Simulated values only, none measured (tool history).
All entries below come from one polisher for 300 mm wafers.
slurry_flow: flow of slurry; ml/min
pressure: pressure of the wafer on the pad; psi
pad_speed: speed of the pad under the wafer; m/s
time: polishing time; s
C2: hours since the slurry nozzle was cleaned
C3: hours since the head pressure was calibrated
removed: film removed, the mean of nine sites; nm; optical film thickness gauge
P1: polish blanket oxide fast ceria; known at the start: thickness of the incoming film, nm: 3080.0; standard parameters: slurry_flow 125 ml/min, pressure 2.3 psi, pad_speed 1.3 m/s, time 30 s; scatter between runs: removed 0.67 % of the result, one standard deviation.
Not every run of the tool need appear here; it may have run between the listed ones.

{"run": 1, "hour": 10.2, "slurry_flow": 125, "pressure": 2.3, "pad_speed": 1.3, "time": 30, "wafers polished on this pad": 386, "C2": 588.1, "C3": 852.7, "removed": 459.08}
{"run": 2, "hour": 25.8, "slurry_flow": 125, "pressure": 2.3, "pad_speed": 1.3, "time": 30, "wafers polished on this pad": 558, "C2": 603.7, "C3": 868.3, "removed": 448.74}
{"run": 3, "hour": 37.5, "slurry_flow": 125, "pressure": 2.3, "pad_speed": 1.3, "time": 41, "wafers polished on this pad": 687, "C2": 615.4, "C3": 880, "removed": 613.86}
{"hour": 51.0, "done": "slurry nozzle cleaned"}
{"run": 4, "hour": 53.4, "slurry_flow": 125, "pressure": 2.3, "pad_speed": 1.3, "time": 30, "wafers polished on this pad": 862, "C2": 2.4, "C3": 895.9, "removed": 456.72}
{"run": 5, "hour": 62.8, "slurry_flow": 125, "pressure": 2.3, "pad_speed": 1.3, "time": 30, "wafers polished on this pad": 965, "C2": 11.8, "C3": 905.3, "removed": 451.12}
{"run": 6, "hour": 76.4, "slurry_flow": 125, "pressure": 2.3, "pad_speed": 1.3, "time": 23, "wafers polished on this pad": 1115, "C2": 25.4, "C3": 918.9, "removed": 344.57}
{"run": 7, "hour": 92.8, "slurry_flow": 125, "pressure": 3.4, "pad_speed": 1.3, "time": 30, "wafers polished on this pad": 1296, "C2": 41.8, "C3": 935.3, "removed": 671.78}
{"run": 8, "hour": 101.1, "slurry_flow": 125, "pressure": 2.3, "pad_speed": 1.3, "time": 30, "wafers polished on this pad": 1388, "C2": 50.1, "C3": 943.6, "removed": 447.57}
{"run": 9, "hour": 116.0, "slurry_flow": 125, "pressure": 2.3, "pad_speed": 1.84, "time": 30, "wafers polished on this pad": 1552, "C2": 65, "C3": 958.5, "removed": 640.86}
{"run": 10, "hour": 123.5, "slurry_flow": 125, "pressure": 2.3, "pad_speed": 0.88, "time": 30, "wafers polished on this pad": 1635, "C2": 72.5, "C3": 966, "removed": 304.12}
{"run": 11, "hour": 136.3, "slurry_flow": 75, "pressure": 2.3, "pad_speed": 1.3, "time": 30, "wafers polished on this pad": 1776, "C2": 85.3, "C3": 978.8, "removed": 389.77}
{"run": 12, "hour": 151.6, "slurry_flow": 125, "pressure": 3, "pad_speed": 0.9, "time": 30, "wafers polished on this pad": 1944, "C2": 100.6, "C3": 994.1, "removed": 408.11}
{"run": 13, "hour": 159.6, "slurry_flow": 125, "pressure": 1.2, "pad_speed": 1.3, "time": 30, "wafers polished on this pad": 2033, "C2": 108.6, "C3": 1002.1, "removed": 237.13}
{"run": 14, "hour": 176.1, "slurry_flow": 155, "pressure": 2.3, "pad_speed": 1.3, "time": 30, "wafers polished on this pad": 2214, "C2": 125.1, "C3": 1018.6, "removed": 470.62}
{"run": 15, "hour": 185.7, "slurry_flow": 125, "pressure": 2.3, "pad_speed": 1.3, "time": 30, "wafers polished on this pad": 2320, "C2": 134.7, "C3": 1028.2, "removed": 453.02}
{"run": 16, "hour": 201.2, "slurry_flow": 125, "pressure": 2.3, "pad_speed": 1.3, "time": 30, "wafers polished on this pad": 2491, "C2": 150.2, "C3": 1043.7, "removed": 432.1}
{"run": 17, "hour": 211.5, "slurry_flow": 125, "pressure": 2.3, "pad_speed": 1.3, "time": 30, "wafers polished on this pad": 2605, "C2": 160.5, "C3": 1054, "removed": 418.66}
{"hour": 217.5, "done": "worn pad replaced by a new one"}
{"run": 18, "hour": 224.4, "slurry_flow": 125, "pressure": 2.3, "pad_speed": 1.3, "time": 30, "wafers polished on this pad": 77, "C2": 173.4, "C3": 1066.9, "removed": 412.35}
{"run": 19, "hour": 237.6, "slurry_flow": 125, "pressure": 2.3, "pad_speed": 1.3, "time": 30, "wafers polished on this pad": 222, "C2": 186.6, "C3": 1080.1, "removed": 404.96}
{"run": 20, "hour": 247.4, "slurry_flow": 125, "pressure": 2.3, "pad_speed": 1.3, "time": 30, "wafers polished on this pad": 330, "C2": 196.4, "C3": 1089.9, "removed": 396.88}
{"run": 21, "hour": 259.5, "slurry_flow": 125, "pressure": 2.3, "pad_speed": 1.3, "time": 30, "wafers polished on this pad": 463, "C2": 208.5, "C3": 1102, "removed": 398.08}
{"run": 22, "hour": 272.4, "slurry_flow": 125, "pressure": 2.3, "pad_speed": 1.3, "time": 30, "wafers polished on this pad": 606, "C2": 221.4, "C3": 1114.9, "removed": 399.19}

P1 no longer gives what it gave before; its output has crept away from where it was. The following 2 causes, each at its listed size, fit the log equally well:
A: head's pressure below its setpoint, % = 11.7
B: slurry flow missing at the pad, % = 38.6
The onset of the drift is placed at about hour 185.7.
Every other cause this tool's parts could produce, and why it does not fit the log:
removal rate lost through wear of the pad, %: serviced at hour 217.5, after the drift had started, without restoring the earlier output

Listed below are the offered check runs, one wafer per run, with question marks in place of results. For which of them would the causes give clearly different outcomes?
{"run": "check 1", "hour": 285.3, "slurry_flow": 125, "pressure": 2.8, "pad_speed": 1.3, "time": 30, "removed": "?"}
{"run": "check 2", "hour": 285.3, "slurry_flow": 75, "pressure": 2.3, "pad_speed": 1.3, "time": 30, "removed": "?"}
{"run": "check 3", "hour": 285.3, "slurry_flow": 125, "pressure": 2.3, "pad_speed": 0.98, "time": 30, "removed": "?"}
{"run": "check 4", "hour": 285.3, "slurry_flow": 125, "pressure": 1.5, "pad_speed": 1.3, "time": 30, "removed": "?"}

If the cause were each of the candidates in turn, the checks would give the following:
check=check_1 result=removed if_A=485.55 if_B=485.64
check=check_2 result=removed if_A=349.69 if_B=327.31
check=check_3 result=removed if_A=300.67 if_B=300.72
check=check_4 result=removed if_A=260.12 if_B=260.16
Gap, in per cent, between the two causes that each check separates least, read from the result that separates them most: check 1 0.02 %; check 2 6.62 %; check 3 0.02 %; check 4 0.02 %
Check 2 is the one run that separates the causes; every other check would come out nearly the same whichever cause is at work.

Check 2 was then run and gave: removed 328.44 nm. Which cause is it?

B is the cause: slurry flow missing at the pad, %.
